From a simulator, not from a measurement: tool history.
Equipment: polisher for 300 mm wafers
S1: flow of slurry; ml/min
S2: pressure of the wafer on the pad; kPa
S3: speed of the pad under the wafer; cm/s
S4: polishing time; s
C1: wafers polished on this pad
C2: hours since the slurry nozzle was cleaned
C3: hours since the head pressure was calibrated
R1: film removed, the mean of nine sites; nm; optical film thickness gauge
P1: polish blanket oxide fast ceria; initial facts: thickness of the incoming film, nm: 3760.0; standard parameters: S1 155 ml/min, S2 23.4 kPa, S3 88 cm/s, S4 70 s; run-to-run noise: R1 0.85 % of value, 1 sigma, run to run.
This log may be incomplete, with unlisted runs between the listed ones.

run,hour,S1,S2,S3,S4,C1,C2,C3,R1
1,2.3,155,23.4,88,70,558,425.8,594.0,995.32
2,5.5,155,13.1,88,70,583,429.0,597.2,560.50
3,8.1,155,23.4,88,70,603,431.6,599.8,1021.60
4,12.6,105,23.4,88,88,638,436.1,604.3,1160.80
5,15.1,155,23.4,120,70,658,438.6,606.8,1359.80
6,19.4,155,23.4,88,70,691,442.9,611.1,1006.00
7,21.8,245,23.4,88,70,710,445.3,613.5,1061.40
8,25.8,155,34.5,88,70,741,449.3,617.5,1482.60
# hour 27.5: head pressure recalibrated
9,28.6,95,23.4,88,70,763,452.1,1.1,910.69
10,32.6,155,23.4,88,70,794,456.1,5.1,989.05
11,35.5,155,23.4,88,43,817,459.0,8.0,615.41
12,37.5,155,23.4,108,98,832,461.0,10.0,1723.70
13,40.2,155,23.4,40,70,853,463.7,12.7,454.69
14,44.1,230,23.4,122,70,883,467.6,16.6,1487.90
15,48.0,155,23.4,88,70,914,471.5,20.5,1007.60
16,50.0,155,23.4,88,70,929,473.5,22.5,1000.40
17,52.1,155,23.4,88,99,946,475.6,24.6,1427.80
18,55.7,155,23.4,88,70,974,479.2,28.2,997.28
19,58.9,155,23.4,88,70,999,482.4,31.4,979.62
20,62.3,155,23.4,88,70,1025,485.8,34.8,965.59
21,65.8,155,23.4,88,70,1052,489.3,38.3,961.61
22,69.8,155,23.4,88,70,1084,493.3,42.3,939.23
23,71.9,155,23.4,88,70,1100,495.4,44.4,936.90
# hour 72.8: worn pad replaced by a new one
24,75.3,155,23.4,88,70,19,498.8,47.8,945.08

Run 25 comes next. What will it give?
25,79.1,155,23.4,88,70,49,502.6,51.6,?

R1: 930.79 nm
